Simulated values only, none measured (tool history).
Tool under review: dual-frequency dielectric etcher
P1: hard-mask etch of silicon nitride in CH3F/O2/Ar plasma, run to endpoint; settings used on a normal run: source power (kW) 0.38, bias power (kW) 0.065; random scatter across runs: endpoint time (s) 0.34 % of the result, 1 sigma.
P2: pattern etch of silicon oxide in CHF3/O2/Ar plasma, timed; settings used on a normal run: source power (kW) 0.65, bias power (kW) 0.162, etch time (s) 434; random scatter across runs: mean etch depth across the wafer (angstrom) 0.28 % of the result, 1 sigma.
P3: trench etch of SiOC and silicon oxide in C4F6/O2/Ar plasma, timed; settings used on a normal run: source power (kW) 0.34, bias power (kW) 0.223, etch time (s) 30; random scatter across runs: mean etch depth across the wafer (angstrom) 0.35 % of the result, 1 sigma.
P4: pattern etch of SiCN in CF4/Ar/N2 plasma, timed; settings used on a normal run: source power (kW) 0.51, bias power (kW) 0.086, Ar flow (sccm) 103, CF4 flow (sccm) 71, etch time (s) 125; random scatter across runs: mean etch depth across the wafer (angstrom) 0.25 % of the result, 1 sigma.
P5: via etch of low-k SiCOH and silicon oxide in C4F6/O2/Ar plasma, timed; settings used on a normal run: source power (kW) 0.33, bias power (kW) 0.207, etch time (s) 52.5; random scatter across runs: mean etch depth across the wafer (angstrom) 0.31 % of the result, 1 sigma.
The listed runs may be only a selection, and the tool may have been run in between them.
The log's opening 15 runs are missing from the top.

run     day  process that ran  source power (kW)  bias power (kW)  etch time (s)  Ar flow (sccm)  CF4 flow (sccm)  hours since the last wet clean  hours since the last source power generator calibration  hours since the last bias power generator calibration  endpoint time (s)  mean etch depth across the wafer (angstrom)
 16   9.492                P1               0.38            0.065                                                                           435.6                                                    568.5                                                 1778.6             80.124
 17   9.921                P4               0.51            0.086            125             103               53                           445.9                                                    578.8                                                 1788.9                                                          1222.8
 18  10.438                P1                0.5            0.041                                                                           458.3                                                    591.2                                                 1801.3             83.866
 19  10.958                P4               0.51             0.05            125             103               71                           470.8                                                    603.7                                                 1813.8                                                          1067.3
 20  11.296                P2               0.88            0.162            434                                                            478.9                                                    611.8                                                 1821.9                                                          9676.5
 21  11.675                P4               0.51            0.086             69             103               71                             488                                                    620.9                                                   1831                                                           707.4
 22  12.392                P1               0.38            0.084                                                                           505.2                                                    638.1                                                 1848.2             73.548
 23  13.042                P5               0.33            0.207           52.5                                                            520.8                                                    653.7                                                 1863.8                                                          1428.9
 24  13.375                P1               0.38            0.065                                                                           528.8                                                    661.7                                                 1871.8             80.301
 25  13.825                P1               0.38            0.065                                                                           539.6                                                    672.5                                                 1882.6             80.452
 26  14.375                P1               0.26            0.065                                                                           552.8                                                    685.7                                                 1895.8             92.783
 27  14.779                P4               0.51            0.086            125              80               71                           562.5                                                    695.4                                                 1905.5                                                            1325

The next listed run, before its measurement:
 28  15.304                P2               0.65            0.162            434                                                            575.1                                                      708                                                 1918.1                                                               ?

{"run 28": {"mean etch depth across the wafer (angstrom)": 8584.1}}
